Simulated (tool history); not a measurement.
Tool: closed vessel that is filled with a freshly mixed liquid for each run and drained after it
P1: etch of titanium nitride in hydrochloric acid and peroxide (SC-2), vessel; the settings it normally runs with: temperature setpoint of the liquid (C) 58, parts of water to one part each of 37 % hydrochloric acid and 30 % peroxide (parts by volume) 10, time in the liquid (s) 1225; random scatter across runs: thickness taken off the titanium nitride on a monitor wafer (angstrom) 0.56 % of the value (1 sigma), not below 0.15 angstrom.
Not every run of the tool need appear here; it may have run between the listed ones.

run  hour  temperature setpoint of the liquid (C)  parts of water to one part each of 37 % hydrochloric acid and 30 % peroxide (parts by volume)  time in the liquid (s)  thickness taken off the titanium nitride on a monitor wafer (angstrom)
  1   3.1                                      58                                                                                             10                    1225                                                                  476.43
  2   5.6                                      72                                                                                             10                    1225                                                                  1105.3
  3   9.9                                      48                                                                                              4                    1225                                                                  496.55
  4  14.4                                      58                                                                                              4                    1225                                                                   950.5
  5  17.1                                      58                                                                                             10                    1860                                                                  724.15
  6  21.2                                      58                                                                                             10                    1225                                                                  473.94
  7  25.2                                      58                                                                                             10                    1225                                                                  478.56
  8  28.7                                      58                                                                                             10                    1225                                                                  472.79
  9  32.9                                    41.5                                                                                             10                    1225                                                                  158.02
 10  35.6                                      58                                                                                             10                    1225                                                                  477.38
 11  38.2                                      58                                                                                             18                    1225                                                                  283.67
 12  40.6                                      58                                                                                             10                     125                                                                  48.579
 13  45.2                                      58                                                                                             10                    1225                                                                  480.83
 14  47.9                                      58                                                                                             10                    1225                                                                  475.11

Run 15 has not been measured yet. What should we expect?
 15  50.2                                      58                                                                                             10                    1225                                                                       ?

thickness taken off the titanium nitride on a monitor wafer (angstrom): 488.27

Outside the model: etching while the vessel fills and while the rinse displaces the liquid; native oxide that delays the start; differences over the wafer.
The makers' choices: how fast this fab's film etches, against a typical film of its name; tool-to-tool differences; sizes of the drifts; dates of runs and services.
